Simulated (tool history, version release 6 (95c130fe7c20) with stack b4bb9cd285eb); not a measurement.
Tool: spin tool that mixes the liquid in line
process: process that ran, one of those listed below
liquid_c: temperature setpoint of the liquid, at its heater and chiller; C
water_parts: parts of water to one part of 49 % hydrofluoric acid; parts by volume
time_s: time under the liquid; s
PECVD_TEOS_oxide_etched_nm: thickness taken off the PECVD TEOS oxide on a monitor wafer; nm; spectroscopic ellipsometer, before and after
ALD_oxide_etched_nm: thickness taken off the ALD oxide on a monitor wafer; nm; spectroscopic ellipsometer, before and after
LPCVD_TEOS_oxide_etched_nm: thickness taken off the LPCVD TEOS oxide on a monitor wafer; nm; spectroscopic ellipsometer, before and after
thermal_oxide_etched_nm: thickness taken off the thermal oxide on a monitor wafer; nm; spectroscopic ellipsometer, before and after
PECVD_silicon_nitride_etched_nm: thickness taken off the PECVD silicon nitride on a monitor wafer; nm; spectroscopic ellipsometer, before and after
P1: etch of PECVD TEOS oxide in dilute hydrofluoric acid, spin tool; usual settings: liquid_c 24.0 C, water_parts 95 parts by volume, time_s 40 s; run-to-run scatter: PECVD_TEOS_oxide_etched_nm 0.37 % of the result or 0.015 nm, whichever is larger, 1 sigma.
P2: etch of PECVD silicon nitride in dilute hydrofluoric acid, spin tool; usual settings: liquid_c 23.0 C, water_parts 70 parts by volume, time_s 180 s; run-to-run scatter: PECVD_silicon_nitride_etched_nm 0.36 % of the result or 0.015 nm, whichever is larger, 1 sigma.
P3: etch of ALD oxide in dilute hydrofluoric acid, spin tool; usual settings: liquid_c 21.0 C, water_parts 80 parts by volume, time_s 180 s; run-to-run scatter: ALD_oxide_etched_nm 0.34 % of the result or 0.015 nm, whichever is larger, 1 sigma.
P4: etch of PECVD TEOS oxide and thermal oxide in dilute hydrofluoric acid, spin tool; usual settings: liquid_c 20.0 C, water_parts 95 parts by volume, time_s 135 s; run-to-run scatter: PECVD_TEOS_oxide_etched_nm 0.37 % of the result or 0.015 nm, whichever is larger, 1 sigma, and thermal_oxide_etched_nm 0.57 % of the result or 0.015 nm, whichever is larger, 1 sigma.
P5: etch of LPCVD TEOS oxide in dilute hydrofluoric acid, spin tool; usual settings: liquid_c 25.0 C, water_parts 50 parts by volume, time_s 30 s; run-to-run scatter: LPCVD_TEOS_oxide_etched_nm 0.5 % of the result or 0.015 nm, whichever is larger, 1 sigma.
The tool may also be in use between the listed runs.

run     day  process  liquid_c  water_parts  time_s  hours since the thermometer was replaced  hours since the hydrofluoric acid flow meter was replaced  PECVD_TEOS_oxide_etched_nm  ALD_oxide_etched_nm  LPCVD_TEOS_oxide_etched_nm  thermal_oxide_etched_nm  PECVD_silicon_nitride_etched_nm
  1   0.542       P1      24.0           95      40                                    1134.4                                                     1066.2                      7.7075
  2   1.062       P3      21.0          110     180                                    1146.9                                                     1078.7                                          16.4510
  3   1.475       P5      25.0           50      30                                    1156.8                                                     1088.6                                                                       29.618
  4   1.946       P1      24.0           95      65                                    1168.1                                                     1099.9                     12.4990
  5   2.308       P4      27.5           95     135                                    1176.8                                                     1108.6                     35.9070                                                                    7.7747
  6   2.729       P1      24.0           95      15                                    1186.9                                                     1118.7                      2.8600
  7   3.292       P1      24.0           95      40                                    1200.4                                                     1132.2                      7.7263
  8   3.546       P5      25.0           50      60                                    1206.5                                                     1138.3                                                                       59.033
      3.558  -- hydrofluoric acid flow meter replaced
  9   3.812       P2      23.0           45     180                                    1212.9                                                        6.2                                                                                                                                14.6610
 10   4.346       P1      24.0           95      40                                    1225.7                                                       19.0                      7.7484
 11   4.838       P4      20.0           95     135                                    1237.5                                                       30.8                     26.6200                                                                    5.7282
 12   5.317       P1      24.0           95      40                                    1249.0                                                       42.3                      7.7253
 13   5.762       P2      27.5           70     180                                    1259.7                                                       53.0                                                                                                                                12.9340
 14   6.150       P3      21.0           80     180                                    1269.0                                                       62.3                                          23.4430
 15   6.596       P5      25.0           85      30                                    1279.7                                                       73.0                                                                       16.580
 16   7.108       P1      30.5           95      70                                    1292.0                                                       85.3                     17.2930
 17   7.583       P2      23.0           70     180                                    1303.4                                                       96.7                                                                                                                                 9.5649
 18   7.958       P1      24.0           95      40                                    1312.4                                                      105.7                      7.6862
 19   8.308       P1      24.0          165      40                                    1320.8                                                      114.1                      4.0834
 20   8.738       P5      25.0           50      30                                    1331.1                                                      124.4                                                                       29.598
 21   9.067       P4      20.0           95      50                                    1339.0                                                      132.3                      9.8288                                                                    2.1087
 22   9.525       P1      17.0           95      40                                    1350.0                                                      143.3                      5.7971
 23  10.071       P5      30.0           50      30                                    1363.1                                                      156.4                                                                       35.991
 24  10.338       P1      24.0           95      40                                    1369.5                                                      162.8                      7.7289
 25  10.879       P1      24.0          160      65                                    1382.5                                                      175.8                      6.9171
 26  11.254       P1      24.0           35      40                                    1391.5                                                      184.8                     22.6570
 27  11.692       P3      21.0           80      40                                    1402.0                                                      195.3                                           5.2427
 28  12.108       P3      17.0           80     180                                    1412.0                                                      205.3                                          19.8130
 29  12.662       P1      24.0           95      40                                    1425.3                                                      218.6                      7.7005

The next listed run, before its measurement:
 30  12.975       P2      23.0           70      95                                    1432.8                                                      226.1                                                                                                                                      ?

Run 30 gave PECVD_silicon_nitride_etched_nm 5.0430 nm.

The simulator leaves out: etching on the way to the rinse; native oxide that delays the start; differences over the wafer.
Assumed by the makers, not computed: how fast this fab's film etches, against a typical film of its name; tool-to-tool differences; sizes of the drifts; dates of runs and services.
